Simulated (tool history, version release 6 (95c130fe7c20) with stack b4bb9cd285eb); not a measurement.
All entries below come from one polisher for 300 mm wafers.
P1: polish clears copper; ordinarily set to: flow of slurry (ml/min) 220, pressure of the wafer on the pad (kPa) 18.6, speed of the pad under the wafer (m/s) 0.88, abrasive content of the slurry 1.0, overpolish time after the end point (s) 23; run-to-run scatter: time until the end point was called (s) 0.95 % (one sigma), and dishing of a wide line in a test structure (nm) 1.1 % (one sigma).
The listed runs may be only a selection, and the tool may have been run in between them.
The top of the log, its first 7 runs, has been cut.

run,day,flow of slurry (ml/min),pressure of the wafer on the pad (kPa),speed of the pad under the wafer (m/s),abrasive content of the slurry,overpolish time after the end point (s),wafers polished on this pad,hours since the slurry nozzle was cleaned,hours since the head pressure was calibrated,hours since the slurry blender was calibrated,time until the end point was called (s),dishing of a wide line in a test structure (nm)
8,1.571,220,18.6,0.88,1.5,23,677,246.6,338.3,178.4,119.630,45.332
9,1.879,220,18.6,0.88,1.0,23,724,254.0,345.7,185.8,130.860,42.211
10,2.138,220,18.6,0.88,1.0,35,763,260.2,351.9,192.0,129.970,60.563
11,2.300,220,18.6,0.88,0.6,23,788,264.1,355.8,195.9,145.880,39.264
# day 2.383: slurry blender recalibrated
12,2.517,220,18.6,0.88,1.0,23,822,269.3,361.0,3.3,132.700,42.506
13,2.738,220,18.6,0.88,1.0,7,855,274.6,366.3,8.6,132.630,14.665
14,2.946,220,18.6,1.22,1.0,23,887,279.6,371.3,13.6,95.407,54.986
15,3.083,275,18.6,0.88,1.0,23,909,282.9,374.6,16.9,126.210,44.020
16,3.379,220,13.1,0.88,0.7,23,954,290.0,381.7,24.0,199.170,29.328
17,3.683,220,18.6,0.88,1.0,23,1001,297.3,389.0,31.3,133.150,42.719
18,3.979,220,18.6,0.42,1.0,23,1046,304.4,396.1,38.4,270.410,22.334
19,4.133,220,18.6,0.88,1.0,23,1070,308.1,399.8,42.1,130.500,42.369
20,4.325,220,18.6,0.88,1.0,23,1099,312.7,404.4,46.7,133.520,42.727
21,4.533,220,18.6,0.88,1.0,23,1131,317.7,409.4,51.7,133.930,41.424
22,4.700,220,18.6,0.88,1.0,23,1157,321.7,413.4,55.7,131.680,41.487
23,4.888,220,18.6,0.88,1.0,23,1185,326.2,417.9,60.2,136.210,41.353
24,5.133,220,18.6,0.88,1.0,23,1223,332.1,423.8,66.1,136.930,40.924
# day 5.304: head pressure recalibrated
25,5.400,220,18.6,0.88,1.0,23,1264,338.5,2.3,72.5,139.390,40.957
26,5.708,220,18.6,0.88,1.0,23,1311,345.9,9.7,79.9,139.640,40.070
27,5.900,220,18.6,0.88,1.0,23,1341,350.5,14.3,84.5,139.220,40.842
# day 5.921: slurry blender recalibrated
28,6.150,220,18.6,0.88,1.0,23,1379,356.5,20.3,5.6,137.910,40.860

Forecast run 29:
29,6.300,220,18.6,0.88,1.0,23,1402,360.1,23.9,9.2,?,?

Run 29 yielded time until the end point was called (s) 139.240, dishing of a wide line in a test structure (nm) 41.009.
